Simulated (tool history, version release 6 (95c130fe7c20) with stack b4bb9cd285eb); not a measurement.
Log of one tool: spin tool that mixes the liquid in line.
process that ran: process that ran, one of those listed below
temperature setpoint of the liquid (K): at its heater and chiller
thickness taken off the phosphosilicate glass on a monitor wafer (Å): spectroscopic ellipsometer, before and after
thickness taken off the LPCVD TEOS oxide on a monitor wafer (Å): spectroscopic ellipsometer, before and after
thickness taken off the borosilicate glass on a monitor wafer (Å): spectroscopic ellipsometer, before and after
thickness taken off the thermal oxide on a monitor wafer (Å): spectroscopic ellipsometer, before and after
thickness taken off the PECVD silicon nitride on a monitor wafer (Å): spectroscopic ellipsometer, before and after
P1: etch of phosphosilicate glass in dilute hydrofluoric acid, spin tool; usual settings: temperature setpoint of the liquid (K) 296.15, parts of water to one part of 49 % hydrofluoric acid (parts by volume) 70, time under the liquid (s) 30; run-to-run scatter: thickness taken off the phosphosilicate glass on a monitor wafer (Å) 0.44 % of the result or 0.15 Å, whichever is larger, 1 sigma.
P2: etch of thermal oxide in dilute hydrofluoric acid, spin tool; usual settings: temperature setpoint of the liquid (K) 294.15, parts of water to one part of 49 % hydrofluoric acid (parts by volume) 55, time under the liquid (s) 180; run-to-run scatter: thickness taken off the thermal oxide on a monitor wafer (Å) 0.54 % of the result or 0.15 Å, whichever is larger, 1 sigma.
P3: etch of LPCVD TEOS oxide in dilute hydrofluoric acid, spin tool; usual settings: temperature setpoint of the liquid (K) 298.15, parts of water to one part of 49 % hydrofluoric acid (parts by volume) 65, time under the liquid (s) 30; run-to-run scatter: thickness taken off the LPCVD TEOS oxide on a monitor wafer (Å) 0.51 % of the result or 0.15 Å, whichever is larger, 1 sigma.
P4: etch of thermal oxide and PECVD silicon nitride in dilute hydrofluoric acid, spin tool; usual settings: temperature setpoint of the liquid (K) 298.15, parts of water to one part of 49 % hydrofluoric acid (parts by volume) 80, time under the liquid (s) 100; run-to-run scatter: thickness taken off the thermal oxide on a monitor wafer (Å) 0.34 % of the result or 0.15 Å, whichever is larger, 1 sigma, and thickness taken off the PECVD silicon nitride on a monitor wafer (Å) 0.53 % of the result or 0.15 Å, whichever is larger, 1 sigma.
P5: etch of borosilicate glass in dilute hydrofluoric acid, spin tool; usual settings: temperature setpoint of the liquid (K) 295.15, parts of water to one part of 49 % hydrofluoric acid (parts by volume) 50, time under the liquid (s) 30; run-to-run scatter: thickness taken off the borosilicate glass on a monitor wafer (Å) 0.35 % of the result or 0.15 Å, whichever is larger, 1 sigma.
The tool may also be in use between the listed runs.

| run | hour | process that ran | temperature setpoint of the liquid (K) | parts of water to one part of 49 % hydrofluoric acid (parts by volume) | time under the liquid (s) | hours since the thermometer was replaced | hours since the hydrofluoric acid flow meter was replaced | thickness taken off the phosphosilicate glass on a monitor wafer (Å) | thickness taken off the LPCVD TEOS oxide on a monitor wafer (Å) | thickness taken off the borosilicate glass on a monitor wafer (Å) | thickness taken off the thermal oxide on a monitor wafer (Å) | thickness taken off the PECVD silicon nitride on a monitor wafer (Å) |
|---|---|---|---|---|---|---|---|---|---|---|---|---|
| 1 | 5.2 | P1 | 296.15 | 70 | 30 | 1117.8 | 158.4 | 272.10 |  |  |  |  |
| 2 | 16.2 | P1 | 296.15 | 70 | 30 | 1128.8 | 169.4 | 273.48 |  |  |  |  |
| 3 | 26.7 | P3 | 298.15 | 65 | 15 | 1139.3 | 179.9 |  | 109.82 |  |  |  |
| 4 | 38.1 | P5 | 295.15 | 50 | 30 | 1150.7 | 191.3 |  |  | 97.735 |  |  |
| 5 | 48.7 | P5 | 300.15 | 50 | 30 | 1161.3 | 201.9 |  |  | 121.270 |  |  |
| 6 | 55.6 | P1 | 292.15 | 70 | 15 | 1168.2 | 208.8 | 114.86 |  |  |  |  |
| 7 | 66.4 | P1 | 296.15 | 125 | 30 | 1179.0 | 219.6 | 142.26 |  |  |  |  |
| 8 | 72.1 | P4 | 298.15 | 35 | 100 | 1184.7 | 225.3 |  |  |  | 147.710 | 129.940 |
| 9 | 80.0 | P1 | 296.15 | 70 | 30 | 1192.6 | 233.2 | 271.81 |  |  |  |  |
| 10 | 90.5 | P3 | 298.15 | 65 | 30 | 1203.1 | 243.7 |  | 220.38 |  |  |  |
| 11 | 95.8 | P1 | 296.15 | 70 | 30 | 1208.4 | 249.0 | 272.39 |  |  |  |  |
| 12 | 102.7 | P2 | 294.15 | 55 | 60 | 1215.3 | 255.9 |  |  |  | 46.009 |  |
| 13 | 110.0 | P4 | 298.15 | 80 | 100 | 1222.6 | 263.2 |  |  |  | 60.445 | 57.497 |
|  | 118.3 | hydrofluoric acid flow meter replaced |
| 14 | 119.1 | P3 | 298.15 | 100 | 30 | 1231.7 | 0.9 |  | 135.14 |  |  |  |
| 15 | 128.2 | P1 | 296.15 | 70 | 15 | 1240.8 | 10.0 | 135.37 |  |  |  |  |
| 16 | 134.7 | P1 | 290.15 | 70 | 30 | 1247.3 | 16.5 | 211.72 |  |  |  |  |
| 17 | 141.5 | P2 | 294.15 | 55 | 180 | 1254.1 | 23.3 |  |  |  | 138.070 |  |
| 18 | 149.8 | P1 | 303.65 | 70 | 30 | 1262.4 | 31.6 | 361.35 |  |  |  |  |
| 19 | 161.1 | P2 | 299.15 | 55 | 180 | 1273.7 | 42.9 |  |  |  | 169.880 |  |
| 20 | 166.9 | P2 | 294.15 | 55 | 180 | 1279.5 | 48.7 |  |  |  | 139.130 |  |
| 21 | 178.4 | P4 | 298.15 | 80 | 100 | 1291.0 | 60.2 |  |  |  | 60.475 | 57.484 |
| 22 | 183.5 | P4 | 298.15 | 80 | 45 | 1296.1 | 65.3 |  |  |  | 27.245 | 26.039 |
| 23 | 190.0 | P3 | 298.15 | 65 | 30 | 1302.6 | 71.8 |  | 219.03 |  |  |  |
| 24 | 196.5 | P5 | 295.15 | 50 | 15 | 1309.1 | 78.3 |  |  | 49.371 |  |  |
| 25 | 205.6 | P1 | 296.15 | 40 | 30 | 1318.2 | 87.4 | 491.82 |  |  |  |  |
| 26 | 215.7 | P1 | 290.15 | 70 | 15 | 1328.3 | 97.5 | 105.61 |  |  |  |  |
| 27 | 223.5 | P5 | 295.15 | 20 | 30 | 1336.1 | 105.3 |  |  | 255.310 |  |  |
| 28 | 232.7 | P1 | 291.65 | 70 | 45 | 1345.3 | 114.5 | 338.65 |  |  |  |  |
| 29 | 240.2 | P1 | 296.15 | 70 | 30 | 1352.8 | 122.0 | 270.23 |  |  |  |  |
| 30 | 250.4 | P2 | 294.15 | 20 | 180 | 1363.0 | 132.2 |  |  |  | 398.750 |  |
| 31 | 255.8 | P1 | 296.15 | 70 | 55 | 1368.4 | 137.6 | 502.12 |  |  |  |  |
| 32 | 262.7 | P3 | 303.15 | 65 | 30 | 1375.3 | 144.5 |  | 264.05 |  |  |  |
| 33 | 268.3 | P1 | 296.15 | 70 | 30 | 1380.9 | 150.1 | 269.74 |  |  |  |  |
| 34 | 275.4 | P4 | 293.65 | 80 | 100 | 1388.0 | 157.2 |  |  |  | 50.651 | 42.533 |
| 35 | 280.6 | P1 | 296.15 | 70 | 30 | 1393.2 | 162.4 | 271.22 |  |  |  |  |
| 36 | 292.0 | P1 | 296.15 | 70 | 30 | 1404.6 | 173.8 | 261.23 |  |  |  |  |
| 37 | 299.9 | P1 | 296.15 | 70 | 30 | 1412.5 | 181.7 | 257.26 |  |  |  |  |
| 38 | 307.2 | P1 | 296.15 | 70 | 30 | 1419.8 | 189.0 | 256.46 |  |  |  |  |
| 39 | 314.8 | P1 | 296.15 | 70 | 30 | 1427.4 | 196.6 | 256.04 |  |  |  |  |
| 40 | 322.6 | P1 | 296.15 | 70 | 30 | 1435.2 | 204.4 | 256.29 |  |  |  |  |
| 41 | 332.6 | P1 | 296.15 | 70 | 30 | 1445.2 | 214.4 | 255.00 |  |  |  |  |

What P1 gives has crept away from where it was. These 2 causes fit the log equally well, each at the size given:
A: hydrofluoric acid flow below the setpoint (%) = 5.78
B: liquid colder than its thermometer reads (K) = 1.58
The creep began at about hour 280.6.

4 check runs are offered, one wafer each, their results left as question marks. Which one tells the causes apart?
| check 1 | 342.6 | P3 | 298.15 | 65 | 30 |  |  |  | ? |  |  |  |
| check 2 | 342.6 | P4 | 298.15 | 80 | 100 |  |  |  |  |  | ? | ? |
| check 3 | 342.6 | P5 | 295.15 | 50 | 30 |  |  |  |  | ? |  |  |
| check 4 | 342.6 | P2 | 294.15 | 55 | 180 |  |  |  |  |  | ? |  |

What each check would give under each cause:
| check | result | if A | if B |
|---|---|---|---|
| check 1 | thickness taken off the LPCVD TEOS oxide on a monitor wafer (Å) | 205.49 | 205.64 |
| check 2 | thickness taken off the thermal oxide on a monitor wafer (Å) | 56.767 | 56.909 |
| check 2 | thickness taken off the PECVD silicon nitride on a monitor wafer (Å) | 54.461 | 52.011 |
| check 3 | thickness taken off the borosilicate glass on a monitor wafer (Å) | 92.391 | 92.112 |
| check 4 | thickness taken off the thermal oxide on a monitor wafer (Å) | 130.150 | 129.730 |
How far apart the two closest causes lie, in the result that separates them most: check 1 0.07 %; check 2 4.6 %; check 3 0.3 %; check 4 0.32 %
Only check 2 tells the causes apart: in the others they would give nearly the same result.

Check 2 was then run and gave: thickness taken off the thermal oxide on a monitor wafer (Å) 56.861; thickness taken off the PECVD silicon nitride on a monitor wafer (Å) 54.072. Which cause is it?

It is A: hydrofluoric acid flow below the setpoint (%).
